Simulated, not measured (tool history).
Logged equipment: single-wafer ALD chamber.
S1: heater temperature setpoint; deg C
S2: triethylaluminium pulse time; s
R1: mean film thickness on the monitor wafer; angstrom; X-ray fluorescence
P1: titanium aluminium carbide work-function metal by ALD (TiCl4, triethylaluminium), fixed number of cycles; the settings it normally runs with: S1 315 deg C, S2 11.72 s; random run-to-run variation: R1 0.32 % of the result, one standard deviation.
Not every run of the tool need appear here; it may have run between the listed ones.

Run 1, hour 14.6: S1 315 deg C, S2 11.72 s. Result: R1 21.612 angstrom.
Run 2, hour 27.9: S1 315 deg C, S2 11.72 s. Result: R1 21.811 angstrom.
Run 3, hour 40.2: S1 330 deg C, S2 4.88 s. Result: R1 19.128 angstrom.
At hour 41.5: thermocouple changed; heater temperature recalibrated.
At hour 50.0: triethylaluminium bottle replaced.
Run 4, hour 51.7: S1 315 deg C, S2 11.72 s. Result: R1 21.805 angstrom.
Run 5, hour 62.1: S1 315 deg C, S2 11.72 s. Result: R1 21.670 angstrom.
Run 6, hour 71.7: S1 315 deg C, S2 11.72 s. Result: R1 21.733 angstrom.
Run 7, hour 78.5: S1 315 deg C, S2 4.11 s. Result: R1 16.828 angstrom.
Run 8, hour 88.3: S1 295 deg C, S2 11.72 s. Result: R1 19.897 angstrom.
Run 9, hour 100.9: S1 315 deg C, S2 11.72 s. Result: R1 21.640 angstrom.
Run 10, hour 111.4: S1 338 deg C, S2 11.72 s. Result: R1 23.844 angstrom.
Run 11, hour 124.5: S1 315 deg C, S2 17.22 s. Result: R1 21.902 angstrom.
Run 12, hour 133.7: S1 315 deg C, S2 11.72 s. Result: R1 21.717 angstrom.
Run 13, hour 141.6: S1 315 deg C, S2 11.72 s. Result: R1 21.627 angstrom.
Run 14, hour 154.6: S1 315 deg C, S2 11.72 s. Result: R1 21.437 angstrom.
Run 15, hour 165.7: S1 315 deg C, S2 11.72 s. Result: R1 21.362 angstrom.
Run 16, hour 172.5: S1 315 deg C, S2 11.72 s. Result: R1 21.185 angstrom.
Run 17, hour 184.2: S1 315 deg C, S2 11.72 s. Result: R1 21.248 angstrom.
Run 18, hour 198.5: S1 315 deg C, S2 11.72 s. Result: R1 21.254 angstrom.
Run 19, hour 205.8: S1 315 deg C, S2 11.72 s. Result: R1 21.204 angstrom.

The output of P1 has drifted from where it used to be. Each of the 2 causes below, taken at the size shown beside it, accounts for the log equally well:
A: triethylaluminium dose below that of a fresh bottle (%) = 20.1
B: wafer temperature below the value expected at the setpoint (K) = 5.46
At approximately hour 133.7, the process output began to creep.

Question marks stand in for the results of the 4 check runs listed below, each run on one wafer. Under which run would the listed causes show clearly different results?
Run check 1, hour 213.1: S1 324 deg C, S2 11.72 s. Result: R1 ?.
Run check 2, hour 213.1: S1 338 deg C, S2 11.72 s. Result: R1 ?.
Run check 3, hour 213.1: S1 324 deg C, S2 5.93 s. Result: R1 ?.
Run check 4, hour 213.1: S1 300 deg C, S2 11.72 s. Result: R1 ?.

How each check would come out, cause by cause:
  check  result    if A    if B
check 1      R1  22.005  22.018
check 2      R1  23.243  23.281
check 3      R1  18.440  19.512
check 4      R1  19.909  19.883
Minimum pairwise separation of causes per check, each pair taken at its best-separating result: check 1 0.06 %; check 2 0.16 %; check 3 5.65 %; check 4 0.13 %
Of the check runs offered, only check 3 discriminates between the causes; the rest would read about the same regardless of which cause applies.

The results of check 3 are: R1 18.390 angstrom. Based on these, which of the listed causes is it?

A is the cause: triethylaluminium dose below that of a fresh bottle (%).
